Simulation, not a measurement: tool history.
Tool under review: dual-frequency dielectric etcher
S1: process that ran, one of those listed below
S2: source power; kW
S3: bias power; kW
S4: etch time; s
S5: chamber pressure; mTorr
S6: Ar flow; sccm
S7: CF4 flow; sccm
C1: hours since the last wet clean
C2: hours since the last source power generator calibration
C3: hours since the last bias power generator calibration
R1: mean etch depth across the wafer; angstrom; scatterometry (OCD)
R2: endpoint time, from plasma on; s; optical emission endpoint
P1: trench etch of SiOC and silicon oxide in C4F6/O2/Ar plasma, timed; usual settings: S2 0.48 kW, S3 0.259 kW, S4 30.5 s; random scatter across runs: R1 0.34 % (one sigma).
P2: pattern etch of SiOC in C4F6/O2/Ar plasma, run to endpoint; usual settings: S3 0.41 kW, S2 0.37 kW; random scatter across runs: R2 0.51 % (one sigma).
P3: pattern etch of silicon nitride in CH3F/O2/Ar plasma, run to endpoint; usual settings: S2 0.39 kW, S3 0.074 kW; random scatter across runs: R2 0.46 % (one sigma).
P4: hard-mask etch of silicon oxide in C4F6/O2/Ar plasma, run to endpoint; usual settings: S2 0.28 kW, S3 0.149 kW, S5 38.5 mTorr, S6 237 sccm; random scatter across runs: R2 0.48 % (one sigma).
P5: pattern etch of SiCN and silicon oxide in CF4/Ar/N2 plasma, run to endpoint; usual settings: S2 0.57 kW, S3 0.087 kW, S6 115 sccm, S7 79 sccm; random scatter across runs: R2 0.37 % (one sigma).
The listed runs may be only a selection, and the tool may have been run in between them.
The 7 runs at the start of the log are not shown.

run   hour  S1    S2     S3    S4    S5   S6  S7     C1      C2     C3      R1      R2
  8   68.9  P4  0.28  0.184        38.5  237      134.5  1395.2  649.6          104.91
  9   74.1  P2  0.37  0.291                       139.7  1400.4  654.8          19.642
 10   85.5  P1  0.48  0.259    18                 151.1  1411.8  666.2  448.34
 11   92.6  P3  0.39  0.061                       158.2  1418.9  673.3          79.094
 12   97.8  P1  0.48  0.346  30.5                 163.4  1424.1  678.5  842.37
 13  109.2  P1  0.35  0.259  30.5                 174.8  1435.5  689.9  677.59
 14  117.6  P1  0.48  0.259  30.5                 183.2  1443.9  698.3  760.33
 15  127.6  P3  0.39  0.074                       193.2  1453.9  708.3          73.484
 16  132.9  P3  0.39  0.074                       198.5  1459.2  713.6          73.861
 17  140.6  P1  0.48  0.259    44                 206.2  1466.9  721.3  1095.6
 18    150  P5  0.57  0.087              160  79  215.6  1476.3  730.7          15.643
     155.5  -- wet clean of the chamber
 19  155.7  P1  0.48  0.166  30.5                   0.2    1482  736.4  656.77
 20  160.9  P4  0.19  0.149        38.5  237        5.4  1487.2  741.6          131.82
 21  170.3  P1  0.48  0.259  30.5                  14.8  1496.6    751  760.51
 22  179.2  P5  0.38  0.087              115  79   23.7  1505.5  759.9          21.172
 23    185  P1  0.48  0.259  30.5                  29.5  1511.3  765.7  756.43
 24  196.1  P3  0.26  0.074                        40.6  1522.4  776.8          86.012
 25  202.6  P4  0.28  0.149          52  237       47.1  1528.9  783.3          117.15
 26    208  P4  0.28  0.149        38.5  288       52.5  1534.3  788.7          115.35
 27  216.9  P5  0.57  0.087              115  79   61.4  1543.2  797.6           14.83
 28    227  P1  0.48  0.259  30.5                  71.5  1553.3  807.7  759.79
 29  233.9  P5  0.57  0.112              115  79   78.4  1560.2  814.6          13.473
 30  241.2  P2  0.37   0.41                        85.7  1567.5  821.9          17.482

Run 31, settings as shown, results not yet in. Your forecast:
 31  252.2  P2  0.49  0.41                  96.7  1578.5  832.9       ?

{"run 31": {"R2": 15.68}}

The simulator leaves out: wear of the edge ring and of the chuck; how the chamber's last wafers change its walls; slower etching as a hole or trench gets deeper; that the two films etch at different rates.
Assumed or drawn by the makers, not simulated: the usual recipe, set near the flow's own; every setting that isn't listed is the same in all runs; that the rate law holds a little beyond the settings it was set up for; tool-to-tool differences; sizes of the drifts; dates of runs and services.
